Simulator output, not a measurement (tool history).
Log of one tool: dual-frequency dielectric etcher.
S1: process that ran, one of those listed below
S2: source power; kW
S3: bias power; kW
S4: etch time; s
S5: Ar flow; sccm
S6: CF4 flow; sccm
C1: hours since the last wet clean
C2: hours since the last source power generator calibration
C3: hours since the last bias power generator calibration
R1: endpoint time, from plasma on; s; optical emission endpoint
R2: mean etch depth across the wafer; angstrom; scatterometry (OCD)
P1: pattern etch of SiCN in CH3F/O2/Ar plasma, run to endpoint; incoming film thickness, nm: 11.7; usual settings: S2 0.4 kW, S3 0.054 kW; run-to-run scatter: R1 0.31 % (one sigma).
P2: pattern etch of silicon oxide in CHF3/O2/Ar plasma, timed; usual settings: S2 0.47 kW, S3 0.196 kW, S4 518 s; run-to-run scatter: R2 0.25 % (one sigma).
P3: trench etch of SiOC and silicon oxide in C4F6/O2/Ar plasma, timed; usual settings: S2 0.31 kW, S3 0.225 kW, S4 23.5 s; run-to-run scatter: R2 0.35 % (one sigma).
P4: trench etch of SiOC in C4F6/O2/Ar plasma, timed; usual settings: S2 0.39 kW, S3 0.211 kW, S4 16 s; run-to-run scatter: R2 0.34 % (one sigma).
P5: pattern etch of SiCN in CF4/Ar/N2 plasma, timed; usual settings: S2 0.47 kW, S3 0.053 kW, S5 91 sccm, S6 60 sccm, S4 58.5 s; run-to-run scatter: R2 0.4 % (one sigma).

{"run": 1, "hour": 2.3, "S1": "P1", "S2": 0.4, "S3": 0.054, "C1": 311, "C2": 486.3, "C3": 1555.3, "R1": 34.704}
{"run": 2, "hour": 5.8, "S1": "P3", "S2": 0.31, "S3": 0.312, "S4": 23.5, "C1": 314.5, "C2": 489.8, "C3": 1558.8, "R2": 499.18}
{"run": 3, "hour": 9.2, "S1": "P5", "S2": 0.47, "S3": 0.053, "S4": 58.5, "S5": 91, "S6": 48, "C1": 317.9, "C2": 493.2, "C3": 1562.2, "R2": 466.21}
{"run": 4, "hour": 14.3, "S1": "P2", "S2": 0.47, "S3": 0.249, "S4": 518, "C1": 323, "C2": 498.3, "C3": 1567.3, "R2": 10689}
{"run": 5, "hour": 17.5, "S1": "P4", "S2": 0.39, "S3": 0.211, "S4": 9.5, "C1": 326.2, "C2": 501.5, "C3": 1570.5, "R2": 207.41}
{"run": 6, "hour": 21.0, "S1": "P5", "S2": 0.47, "S3": 0.069, "S4": 58.5, "S5": 91, "S6": 60, "C1": 329.7, "C2": 505, "C3": 1574, "R2": 527.96}
{"run": 7, "hour": 25.1, "S1": "P4", "S2": 0.39, "S3": 0.211, "S4": 16, "C1": 333.8, "C2": 509.1, "C3": 1578.1, "R2": 350.73}
{"run": 8, "hour": 28.9, "S1": "P1", "S2": 0.4, "S3": 0.054, "C1": 337.6, "C2": 512.9, "C3": 1581.9, "R1": 34.727}
{"run": 9, "hour": 31.6, "S1": "P1", "S2": 0.4, "S3": 0.035, "C1": 340.3, "C2": 515.6, "C3": 1584.6, "R1": 39.72}
{"hour": 34.7, "done": "source power generator calibrated"}
{"run": 10, "hour": 34.7, "S1": "P3", "S2": 0.31, "S3": 0.225, "S4": 32, "C1": 343.4, "C2": 0.1, "C3": 1587.7, "R2": 605}
{"run": 11, "hour": 38.4, "S1": "P4", "S2": 0.39, "S3": 0.163, "S4": 16, "C1": 347.1, "C2": 3.8, "C3": 1591.4, "R2": 322.49}
{"run": 12, "hour": 41.4, "S1": "P3", "S2": 0.31, "S3": 0.225, "S4": 23.5, "C1": 350.1, "C2": 6.8, "C3": 1594.4, "R2": 448.42}
{"run": 13, "hour": 43.9, "S1": "P4", "S2": 0.31, "S3": 0.211, "S4": 16, "C1": 352.6, "C2": 9.3, "C3": 1596.9, "R2": 318.88}
{"run": 14, "hour": 47.7, "S1": "P2", "S2": 0.65, "S3": 0.196, "S4": 518, "C1": 356.4, "C2": 13.1, "C3": 1600.7, "R2": 11095}
{"run": 15, "hour": 52.2, "S1": "P5", "S2": 0.47, "S3": 0.053, "S4": 81, "S5": 91, "S6": 60, "C1": 360.9, "C2": 17.6, "C3": 1605.2, "R2": 670.79}
{"run": 16, "hour": 54.6, "S1": "P1", "S2": 0.56, "S3": 0.054, "C1": 363.3, "C2": 20, "C3": 1607.6, "R1": 30.291}
{"run": 17, "hour": 59.7, "S1": "P1", "S2": 0.25, "S3": 0.054, "C1": 368.4, "C2": 25.1, "C3": 1612.7, "R1": 41.693}
{"run": 18, "hour": 62.4, "S1": "P2", "S2": 0.47, "S3": 0.196, "S4": 518, "C1": 371.1, "C2": 27.8, "C3": 1615.4, "R2": 9799.9}
{"run": 19, "hour": 65.0, "S1": "P3", "S2": 0.23, "S3": 0.225, "S4": 23.5, "C1": 373.7, "C2": 30.4, "C3": 1618, "R2": 399.13}
{"run": 20, "hour": 68.6, "S1": "P5", "S2": 0.47, "S3": 0.053, "S4": 58.5, "S5": 68, "S6": 60, "C1": 377.3, "C2": 34, "C3": 1621.6, "R2": 506.82}
{"run": 21, "hour": 73.3, "S1": "P1", "S2": 0.4, "S3": 0.054, "C1": 382, "C2": 38.7, "C3": 1626.3, "R1": 34.87}
{"run": 22, "hour": 78.3, "S1": "P1", "S2": 0.29, "S3": 0.071, "C1": 387, "C2": 43.7, "C3": 1631.3, "R1": 35.734}
{"run": 23, "hour": 81.6, "S1": "P3", "S2": 0.31, "S3": 0.225, "S4": 23.5, "C1": 390.3, "C2": 47, "C3": 1634.6, "R2": 446.67}
{"run": 24, "hour": 86.2, "S1": "P1", "S2": 0.4, "S3": 0.054, "C1": 394.9, "C2": 51.6, "C3": 1639.2, "R1": 35.01}
{"run": 25, "hour": 88.4, "S1": "P1", "S2": 0.4, "S3": 0.054, "C1": 397.1, "C2": 53.8, "C3": 1641.4, "R1": 34.715}
{"run": 26, "hour": 92.0, "S1": "P5", "S2": 0.47, "S3": 0.053, "S4": 58.5, "S5": 91, "S6": 60, "C1": 400.7, "C2": 57.4, "C3": 1645, "R2": 482.18}
{"run": 27, "hour": 96.0, "S1": "P5", "S2": 0.47, "S3": 0.053, "S4": 58.5, "S5": 91, "S6": 60, "C1": 404.7, "C2": 61.4, "C3": 1649, "R2": 487.51}
{"run": 28, "hour": 98.6, "S1": "P1", "S2": 0.4, "S3": 0.073, "C1": 407.3, "C2": 64, "C3": 1651.6, "R1": 31.318}
{"run": 29, "hour": 102.1, "S1": "P2", "S2": 0.47, "S3": 0.196, "S4": 286, "C1": 410.8, "C2": 67.5, "C3": 1655.1, "R2": 5426.5}
{"run": 30, "hour": 105.6, "S1": "P5", "S2": 0.28, "S3": 0.053, "S4": 58.5, "S5": 91, "S6": 60, "C1": 414.3, "C2": 71, "C3": 1658.6, "R2": 304.57}
{"run": 31, "hour": 108.7, "S1": "P1", "S2": 0.4, "S3": 0.054, "C1": 417.4, "C2": 74.1, "C3": 1661.7, "R1": 34.731}
{"run": 32, "hour": 112.3, "S1": "P1", "S2": 0.4, "S3": 0.054, "C1": 421, "C2": 77.7, "C3": 1665.3, "R1": 34.418}
{"run": 33, "hour": 116.1, "S1": "P1", "S2": 0.4, "S3": 0.054, "C1": 424.8, "C2": 81.5, "C3": 1669.1, "R1": 34.611}
{"run": 34, "hour": 121.3, "S1": "P1", "S2": 0.4, "S3": 0.054, "C1": 430, "C2": 86.7, "C3": 1674.3, "R1": 34.385}
{"run": 35, "hour": 125.4, "S1": "P1", "S2": 0.4, "S3": 0.054, "C1": 434.1, "C2": 90.8, "C3": 1678.4, "R1": 34.294}
{"run": 36, "hour": 129.6, "S1": "P1", "S2": 0.4, "S3": 0.054, "C1": 438.3, "C2": 95, "C3": 1682.6, "R1": 34.227}
{"hour": 132.1, "done": "wet clean of the chamber"}
{"run": 37, "hour": 133.4, "S1": "P1", "S2": 0.4, "S3": 0.054, "C1": 1.4, "C2": 98.8, "C3": 1686.4, "R1": 34.168}
{"run": 38, "hour": 136.1, "S1": "P1", "S2": 0.4, "S3": 0.054, "C1": 4.1, "C2": 101.5, "C3": 1689.1, "R1": 34.216}
{"run": 39, "hour": 138.6, "S1": "P1", "S2": 0.4, "S3": 0.054, "C1": 6.6, "C2": 104, "C3": 1691.6, "R1": 34.301}

The next listed run, before its measurement:
{"run": 40, "hour": 141.8, "S1": "P1", "S2": 0.4, "S3": 0.054, "C1": 9.8, "C2": 107.2, "C3": 1694.8, "R1": "?"}

R1: 34.267 s
